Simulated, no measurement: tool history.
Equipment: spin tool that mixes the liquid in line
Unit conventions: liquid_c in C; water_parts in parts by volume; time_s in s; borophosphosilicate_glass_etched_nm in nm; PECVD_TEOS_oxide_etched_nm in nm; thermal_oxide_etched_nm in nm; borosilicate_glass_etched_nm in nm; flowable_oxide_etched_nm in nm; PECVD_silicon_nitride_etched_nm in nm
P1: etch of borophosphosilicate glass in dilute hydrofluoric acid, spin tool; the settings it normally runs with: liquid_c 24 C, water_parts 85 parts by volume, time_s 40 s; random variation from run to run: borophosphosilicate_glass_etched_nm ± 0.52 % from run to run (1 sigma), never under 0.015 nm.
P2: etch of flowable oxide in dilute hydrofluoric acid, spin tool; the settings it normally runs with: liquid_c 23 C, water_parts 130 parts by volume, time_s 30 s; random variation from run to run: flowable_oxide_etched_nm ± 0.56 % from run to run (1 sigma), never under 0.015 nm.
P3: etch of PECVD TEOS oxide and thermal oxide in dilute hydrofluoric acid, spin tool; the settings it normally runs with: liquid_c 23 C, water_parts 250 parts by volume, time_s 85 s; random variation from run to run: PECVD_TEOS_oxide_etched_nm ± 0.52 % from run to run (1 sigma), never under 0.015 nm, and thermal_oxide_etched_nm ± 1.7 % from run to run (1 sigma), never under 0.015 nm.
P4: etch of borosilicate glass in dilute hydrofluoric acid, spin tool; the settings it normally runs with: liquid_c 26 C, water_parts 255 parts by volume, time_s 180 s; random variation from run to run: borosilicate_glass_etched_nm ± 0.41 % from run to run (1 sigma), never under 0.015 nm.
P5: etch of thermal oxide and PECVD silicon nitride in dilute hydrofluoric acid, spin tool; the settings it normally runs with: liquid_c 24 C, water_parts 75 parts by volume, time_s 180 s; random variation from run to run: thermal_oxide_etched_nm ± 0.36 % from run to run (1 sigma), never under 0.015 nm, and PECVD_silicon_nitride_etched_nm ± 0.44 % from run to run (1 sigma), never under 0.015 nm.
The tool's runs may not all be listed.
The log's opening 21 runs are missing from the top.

run   hour  process  liquid_c  water_parts  time_s  hours since the thermometer was replaced  hours since the hydrofluoric acid flow meter was replaced  borophosphosilicate_glass_etched_nm  PECVD_TEOS_oxide_etched_nm  thermal_oxide_etched_nm  borosilicate_glass_etched_nm  flowable_oxide_etched_nm  PECVD_silicon_nitride_etched_nm
 22  150.3       P1        24           35      40                                     531.1                                                     1402.4                               70.856
 23  158.8       P3        19          250      85                                     539.6                                                     1410.9                                                           6.8846                   1.1925
 24  162.8       P4        26          255      15                                     543.6                                                     1414.9                                                                                                                  1.7471
 25  168.4       P3        23          250      40                                     549.2                                                     1420.5                                                           3.7809                  0.65752
 26  176.7       P1        29           85      15                                     557.5                                                     1428.8                               12.403
 27  181.1       P1        24           55      75                                     561.9                                                     1433.2                               81.936
 28  186.7       P1        24           85      40                                     567.5                                                     1438.8                               27.438
 29  191.3       P2        23          200      30                                     572.1                                                     1443.4                                                                                                                                            3.5281
 30    197       P3        23          250      85                                     577.8                                                     1449.1                                                           8.0089                   1.3362
 31  201.9       P1      29.5           85      40                                     582.7                                                       1454                                33.84
 32  209.6       P1        24           85      40                                     590.4                                                     1461.7                               27.399
 33    216       P1        24           85      40                                     596.8                                                     1468.1                               26.578
 34  224.9       P1        24           85      40                                     605.7                                                       1477                               26.536
 35  233.6       P1        24           85      40                                     614.4                                                     1485.7                                25.76
 36  240.3       P1        24           85      40                                     621.1                                                     1492.4                               25.677
 37  246.1       P1        24           85      40                                     626.9                                                     1498.2                               26.029
 38  254.2       P1        24           85      40                                       635                                                     1506.3                               25.582
 39  261.2       P1        24           85      40                                       642                                                     1513.3                               25.632

For run 40, what comes out?
 40  267.9       P1        24           85      40                                     648.7                                                       1520                                    ?

borophosphosilicate_glass_etched_nm: 25.499 nm
